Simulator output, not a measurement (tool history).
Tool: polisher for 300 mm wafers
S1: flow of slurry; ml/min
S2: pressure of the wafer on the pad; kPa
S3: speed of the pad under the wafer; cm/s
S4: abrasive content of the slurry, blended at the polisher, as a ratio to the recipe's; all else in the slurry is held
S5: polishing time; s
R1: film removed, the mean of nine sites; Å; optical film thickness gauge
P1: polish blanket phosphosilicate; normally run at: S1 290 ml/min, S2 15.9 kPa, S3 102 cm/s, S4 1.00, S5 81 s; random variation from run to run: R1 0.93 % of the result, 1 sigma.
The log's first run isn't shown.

run 2 hour=18.9 | S1=290 S2=15.9 S3=102 S4=1.00 S5=36 | R1=2714.2
run 3 hour=27.9 | S1=290 S2=15.9 S3=102 S4=1.00 S5=81 | R1=6041.4
run 4 hour=35.9 | S1=290 S2=24.1 S3=102 S4=1.00 S5=116 | R1=13122.0
run 5 hour=46.8 | S1=290 S2=9.7 S3=102 S4=1.00 S5=81 | R1=3591.3
run 6 hour=56.6 | S1=290 S2=15.9 S3=102 S4=1.00 S5=81 | R1=6008.2
run 7 hour=66.4 | S1=290 S2=15.9 S3=102 S4=1.00 S5=118 | R1=8688.9
run 8 hour=77.2 | S1=290 S2=15.9 S3=62 S4=1.00 S5=81 | R1=4078.8
run 9 hour=90.6 | S1=290 S2=15.9 S3=102 S4=1.30 S5=81 | R1=6928.3
run 10 hour=98.0 | S1=290 S2=15.9 S3=102 S4=1.00 S5=81 | R1=6052.7
run 11 hour=108.1 | S1=290 S2=15.9 S3=102 S4=1.00 S5=81 | R1=6061.7
run 12 hour=116.9 | S1=175 S2=15.9 S3=102 S4=1.40 S5=81 | R1=6597.9
run 13 hour=127.0 | S1=185 S2=15.9 S3=102 S4=1.00 S5=81 | R1=5798.7
run 14 hour=139.4 | S1=290 S2=15.9 S3=102 S4=0.55 S5=81 | R1=4415.2
run 15 hour=146.0 | S1=290 S2=15.9 S3=102 S4=1.00 S5=81 | R1=6130.7
run 16 hour=156.6 | S1=290 S2=24.8 S3=102 S4=1.00 S5=81 | R1=9494.3
-- hour=165.8 conditioning disc replaced and pad reconditioned
run 17 hour=167.9 | S1=395 S2=15.9 S3=102 S4=1.00 S5=106 | R1=8109.9

Forecast run 18:
run 18 hour=177.6 | S1=290 S2=15.9 S3=130 S4=1.00 S5=81 | R1=?

{"run 18": {"R1": 7311.1}}
